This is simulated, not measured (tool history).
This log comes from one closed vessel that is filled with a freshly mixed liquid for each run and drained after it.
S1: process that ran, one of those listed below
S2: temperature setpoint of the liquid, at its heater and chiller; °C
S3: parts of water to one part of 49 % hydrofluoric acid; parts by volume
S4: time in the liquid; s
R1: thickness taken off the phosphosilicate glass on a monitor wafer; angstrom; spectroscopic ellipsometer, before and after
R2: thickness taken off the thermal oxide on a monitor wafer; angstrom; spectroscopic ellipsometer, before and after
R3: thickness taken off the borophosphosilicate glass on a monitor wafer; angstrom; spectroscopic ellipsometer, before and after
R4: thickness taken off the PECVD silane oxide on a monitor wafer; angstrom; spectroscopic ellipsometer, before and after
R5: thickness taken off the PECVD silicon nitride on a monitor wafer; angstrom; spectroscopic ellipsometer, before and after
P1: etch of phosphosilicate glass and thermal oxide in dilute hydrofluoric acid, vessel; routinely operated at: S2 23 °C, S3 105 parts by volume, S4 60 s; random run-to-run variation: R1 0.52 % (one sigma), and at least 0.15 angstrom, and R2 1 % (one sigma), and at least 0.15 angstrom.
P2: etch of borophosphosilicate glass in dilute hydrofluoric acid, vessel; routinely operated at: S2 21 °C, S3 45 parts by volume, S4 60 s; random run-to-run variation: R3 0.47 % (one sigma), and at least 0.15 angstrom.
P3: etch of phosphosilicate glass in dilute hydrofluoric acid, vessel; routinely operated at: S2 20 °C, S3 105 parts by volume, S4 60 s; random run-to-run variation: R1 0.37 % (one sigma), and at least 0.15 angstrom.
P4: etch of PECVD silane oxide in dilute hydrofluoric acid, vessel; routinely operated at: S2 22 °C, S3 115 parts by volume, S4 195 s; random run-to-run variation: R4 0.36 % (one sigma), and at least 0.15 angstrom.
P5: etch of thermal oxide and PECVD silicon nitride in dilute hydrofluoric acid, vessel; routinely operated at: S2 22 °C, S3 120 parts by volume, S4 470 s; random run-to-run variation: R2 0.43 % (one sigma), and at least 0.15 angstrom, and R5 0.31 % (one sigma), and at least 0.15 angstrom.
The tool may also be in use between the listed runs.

| run | hour | S1 | S2 | S3 | S4 | R1 | R2 | R3 | R4 | R5 |
|---|---|---|---|---|---|---|---|---|---|---|
| 1 | 11.5 | P1 | 23 | 105 | 60 | 432.54 | 26.095 |  |  |  |
| 2 | 22.8 | P1 | 23 | 105 | 30 | 217.79 | 12.898 |  |  |  |
| 3 | 36.2 | P2 | 26 | 45 | 60 |  |  | 652.94 |  |  |
| 4 | 53.1 | P4 | 28 | 115 | 195 |  |  |  | 553.46 |  |
| 5 | 62.9 | P5 | 22 | 55 | 470 |  | 374.900 |  |  | 155.650 |
| 6 | 76.4 | P1 | 23 | 105 | 60 | 433.49 | 26.497 |  |  |  |
| 7 | 93.0 | P1 | 19 | 105 | 30 | 184.23 | 11.133 |  |  |  |
| 8 | 103.2 | P1 | 29 | 105 | 85 | 770.90 | 46.271 |  |  |  |
| 9 | 117.0 | P3 | 20 | 160 | 60 | 355.61 |  |  |  |  |
| 10 | 127.5 | P1 | 23 | 105 | 60 | 430.56 | 25.810 |  |  |  |
| 11 | 140.1 | P1 | 27 | 105 | 60 | 507.10 | 30.997 |  |  |  |
| 12 | 157.8 | P1 | 23 | 65 | 60 | 729.82 | 43.933 |  |  |  |
| 13 | 172.8 | P1 | 23 | 105 | 60 | 433.75 | 25.894 |  |  |  |
| 14 | 189.0 | P1 | 17 | 105 | 60 | 340.18 | 20.434 |  |  |  |
| 15 | 203.0 | P2 | 21 | 70 | 60 |  |  | 331.46 |  |  |
| 16 | 219.4 | P1 | 23 | 105 | 60 | 431.67 | 25.502 |  |  |  |
| 17 | 231.5 | P2 | 21 | 45 | 110 |  |  | 974.89 |  |  |
| 18 | 241.8 | P5 | 22 | 120 | 915 |  | 307.450 |  |  | 141.280 |
| 19 | 254.0 | P1 | 23 | 105 | 95 | 680.26 | 40.549 |  |  |  |
| 20 | 262.5 | P3 | 20 | 105 | 30 | 286.67 |  |  |  |  |
| 21 | 276.0 | P3 | 20 | 105 | 60 | 574.13 |  |  |  |  |
| 22 | 286.4 | P3 | 17 | 105 | 60 | 504.25 |  |  |  |  |
| 23 | 297.1 | P1 | 23 | 165 | 60 | 257.48 | 15.595 |  |  |  |
| 24 | 312.5 | P4 | 22 | 115 | 30 |  |  |  | 66.74 |  |

For run 25, what comes out?
|  | 322.2 | thermometer replaced |
| 25 | 323.0 | P5 | 17 | 120 | 470 |  | ? |  |  | ? |

{"run 25": {"R2": 128.38, "R5": 51.509}}
